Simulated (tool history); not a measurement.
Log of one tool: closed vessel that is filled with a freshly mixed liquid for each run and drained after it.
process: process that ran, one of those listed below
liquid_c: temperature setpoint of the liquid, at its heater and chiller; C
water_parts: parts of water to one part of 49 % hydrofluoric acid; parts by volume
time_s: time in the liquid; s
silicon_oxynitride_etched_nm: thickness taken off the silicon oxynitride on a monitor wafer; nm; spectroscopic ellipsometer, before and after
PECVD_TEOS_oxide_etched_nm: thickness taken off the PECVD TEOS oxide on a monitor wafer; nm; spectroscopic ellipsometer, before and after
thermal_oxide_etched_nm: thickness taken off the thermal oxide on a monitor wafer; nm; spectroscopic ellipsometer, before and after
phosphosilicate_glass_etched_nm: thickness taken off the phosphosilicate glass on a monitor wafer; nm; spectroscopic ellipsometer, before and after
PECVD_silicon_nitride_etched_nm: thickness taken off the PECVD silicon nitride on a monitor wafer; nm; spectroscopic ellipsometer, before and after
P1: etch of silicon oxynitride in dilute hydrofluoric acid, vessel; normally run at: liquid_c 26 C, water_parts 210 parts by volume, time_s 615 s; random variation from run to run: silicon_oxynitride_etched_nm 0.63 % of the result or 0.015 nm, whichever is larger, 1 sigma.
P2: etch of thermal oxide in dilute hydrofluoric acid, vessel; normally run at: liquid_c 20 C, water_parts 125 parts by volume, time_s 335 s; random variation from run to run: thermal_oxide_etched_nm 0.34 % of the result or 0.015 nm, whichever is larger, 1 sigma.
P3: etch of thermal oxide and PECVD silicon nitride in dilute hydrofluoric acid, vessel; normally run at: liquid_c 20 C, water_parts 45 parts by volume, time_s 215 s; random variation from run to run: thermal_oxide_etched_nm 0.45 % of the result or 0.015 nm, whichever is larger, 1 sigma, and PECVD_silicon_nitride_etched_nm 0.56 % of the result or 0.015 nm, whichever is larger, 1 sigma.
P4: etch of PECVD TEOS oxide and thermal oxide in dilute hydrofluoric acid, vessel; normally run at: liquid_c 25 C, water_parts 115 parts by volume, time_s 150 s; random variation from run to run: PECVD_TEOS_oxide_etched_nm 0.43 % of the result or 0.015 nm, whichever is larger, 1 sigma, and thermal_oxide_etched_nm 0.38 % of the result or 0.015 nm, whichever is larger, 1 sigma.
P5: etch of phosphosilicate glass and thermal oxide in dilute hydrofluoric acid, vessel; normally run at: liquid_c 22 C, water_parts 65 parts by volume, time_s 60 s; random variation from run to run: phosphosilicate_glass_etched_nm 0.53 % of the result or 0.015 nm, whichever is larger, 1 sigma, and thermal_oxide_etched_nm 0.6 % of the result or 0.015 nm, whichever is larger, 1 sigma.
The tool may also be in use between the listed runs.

| run | day | process | liquid_c | water_parts | time_s | hours since the thermometer was replaced | hours since the hydrofluoric acid flow meter was replaced | silicon_oxynitride_etched_nm | PECVD_TEOS_oxide_etched_nm | thermal_oxide_etched_nm | phosphosilicate_glass_etched_nm | PECVD_silicon_nitride_etched_nm |
|---|---|---|---|---|---|---|---|---|---|---|---|---|
| 1 | 0.317 | P1 | 26 | 210 | 615 | 1305.8 | 827 | 4.3194 |  |  |  |  |
| 2 | 0.662 | P1 | 18.5 | 210 | 370 | 1314.1 | 835.3 | 1.8789 |  |  |  |  |
| 3 | 1.271 | P1 | 26 | 210 | 615 | 1328.7 | 849.9 | 4.3429 |  |  |  |  |
| 4 | 1.621 | P4 | 25 | 20 | 150 | 1337.1 | 858.3 |  | 141.75 | 40.569 |  |  |
| 5 | 2.146 | P1 | 26 | 355 | 1205 | 1349.7 | 870.9 | 4.5647 |  |  |  |  |
| 6 | 2.55 | P1 | 26 | 210 | 30 | 1359.4 | 880.6 | 0.20562 |  |  |  |  |
| 7 | 3.1 | P5 | 17 | 65 | 60 | 1372.6 | 893.8 |  |  | 3.5249 | 142.76 |  |
| 8 | 3.554 | P1 | 26 | 100 | 615 | 1383.5 | 904.7 | 10.028 |  |  |  |  |
| 9 | 4.058 | P2 | 20 | 80 | 335 | 1395.6 | 916.8 |  |  | 16.913 |  |  |
| 10 | 4.358 | P1 | 26 | 210 | 615 | 1402.8 | 924 | 4.3377 |  |  |  |  |
| 11 | 4.979 | P1 | 26 | 210 | 615 | 1417.7 | 938.9 | 4.3878 |  |  |  |  |
| 12 | 5.592 | P5 | 22 | 65 | 95 | 1432.4 | 953.6 |  |  | 6.9427 | 278.71 |  |
| 13 | 6.196 | P4 | 25 | 115 | 60 | 1446.9 | 968.1 |  | 8.6431 | 2.5072 |  |  |
| 14 | 6.512 | P3 | 20 | 45 | 215 | 1454.5 | 975.7 |  |  | 19.147 |  | 9.9979 |
| 15 | 6.958 | P5 | 22 | 65 | 60 | 1465.2 | 986.4 |  |  | 4.4265 | 175.86 |  |
| 16 | 7.596 | P2 | 20 | 125 | 335 | 1480.5 | 1001.7 |  |  | 10.355 |  |  |
| 17 | 7.9 | P4 | 25 | 115 | 150 | 1487.8 | 1009 |  | 21.641 | 6.2581 |  |  |
| 18 | 8.367 | P1 | 26 | 315 | 200 | 1499 | 1020.2 | 0.85674 |  |  |  |  |
| 19 | 8.942 | P3 | 20 | 45 | 215 | 1512.8 | 1034 |  |  | 19.216 |  | 10.079 |
| 20 | 9.283 | P2 | 20 | 125 | 55 | 1521 | 1042.2 |  |  | 1.6705 |  |  |
| 21 | 9.758 | P2 | 25 | 125 | 335 | 1532.4 | 1053.6 |  |  | 12.557 |  |  |
| 22 | 10.292 | P1 | 26 | 210 | 615 | 1545.2 | 1066.4 | 4.3662 |  |  |  |  |
| 23 | 10.75 | P1 | 26 | 330 | 615 | 1556.2 | 1077.4 | 2.4869 |  |  |  |  |
| 24 | 11.058 | P3 | 20 | 45 | 90 | 1563.6 | 1084.8 |  |  | 8.0426 |  | 4.2393 |
| 25 | 11.417 | P4 | 18 | 115 | 150 | 1572.2 | 1093.4 |  | 16.193 | 4.6549 |  |  |
| 26 | 11.775 | P5 | 22 | 30 | 60 | 1580.8 | 1102 |  |  | 10.044 | 397 |  |
| 27 | 12.133 | P1 | 30.5 | 210 | 615 | 1589.4 | 1110.6 | 5.2395 |  |  |  |  |
| 28 | 12.521 | P4 | 25 | 115 | 150 | 1598.7 | 1119.9 |  | 21.722 | 6.1949 |  |  |
| 29 | 13.162 | P3 | 24 | 45 | 215 | 1614.1 | 1135.3 |  |  | 23.018 |  | 13.221 |
| 30 | 13.588 | P1 | 26 | 210 | 920 | 1624.3 | 1145.5 | 6.4845 |  |  |  |  |
| 31 | 14.212 | P3 | 20 | 20 | 215 | 1639.3 | 1160.5 |  |  | 44.709 |  | 21.839 |
| 32 | 14.858 | P1 | 21 | 210 | 615 | 1654.8 | 1176 | 3.4303 |  |  |  |  |
| 33 | 15.312 | P1 | 26 | 210 | 615 | 1665.7 | 1186.9 | 4.3335 |  |  |  |  |
| 34 | 15.954 | P1 | 26 | 210 | 615 | 1681.1 | 1202.3 | 4.5201 |  |  |  |  |
| 35 | 16.496 | P1 | 26 | 210 | 615 | 1694.1 | 1215.3 | 4.6386 |  |  |  |  |
| 36 | 17.067 | P1 | 26 | 210 | 615 | 1707.8 | 1229 | 4.7386 |  |  |  |  |
| 37 | 17.5 | P1 | 26 | 210 | 615 | 1718.2 | 1239.4 | 4.7385 |  |  |  |  |
| 38 | 17.812 | P1 | 26 | 210 | 615 | 1725.7 | 1246.9 | 4.7462 |  |  |  |  |
| 39 | 18.421 | P1 | 26 | 210 | 615 | 1740.3 | 1261.5 | 4.7592 |  |  |  |  |
| 40 | 18.754 | P1 | 26 | 210 | 615 | 1748.3 | 1269.5 | 4.778 |  |  |  |  |
| 41 | 19.417 | P1 | 26 | 210 | 615 | 1764.2 | 1285.4 | 4.7442 |  |  |  |  |
| 42 | 19.75 | P1 | 26 | 210 | 615 | 1772.2 | 1293.4 | 4.8854 |  |  |  |  |

What P1 gives has crept away from where it was. These 2 causes fit the log equally well, each at the size given:
A: liquid hotter than its thermometer reads (K) = 2.41
B: hydrofluoric acid flow above the setpoint (%) = 9.31
The creep began at about day 15.312.

4 check runs are offered, one wafer each, their results left as question marks. Which one tells the causes apart?
| check 1 | 20.083 | P4 | 25 | 115 | 150 |  |  |  | ? | ? |  |  |
| check 2 | 20.083 | P3 | 20 | 45 | 215 |  |  |  |  | ? |  | ? |
| check 3 | 20.083 | P2 | 20 | 125 | 335 |  |  |  |  | ? |  |  |
| check 4 | 20.083 | P5 | 22 | 65 | 60 |  |  |  |  | ? | ? |  |

What each check would give under each cause:
| check | result | if A | if B |
|---|---|---|---|
| check 1 | PECVD_TEOS_oxide_etched_nm | 23.771 | 23.977 |
| check 1 | thermal_oxide_etched_nm | 6.8164 | 6.8753 |
| check 2 | thermal_oxide_etched_nm | 21.434 | 21.259 |
| check 2 | PECVD_silicon_nitride_etched_nm | 11.885 | 10.971 |
| check 3 | thermal_oxide_etched_nm | 11.349 | 11.398 |
| check 4 | thermal_oxide_etched_nm | 4.8595 | 4.8464 |
| check 4 | phosphosilicate_glass_etched_nm | 194.59 | 194.06 |
How far apart the two closest causes lie, in the result that separates them most: check 1 0.86 %; check 2 8 %; check 3 0.43 %; check 4 0.27 %
Only check 2 tells the causes apart: in the others they would give nearly the same result.

Then check 2 was run and gave: thermal_oxide_etched_nm 21.421 nm; PECVD_silicon_nitride_etched_nm 11.895 nm. Which cause is it?

It is A: liquid hotter than its thermometer reads (K).
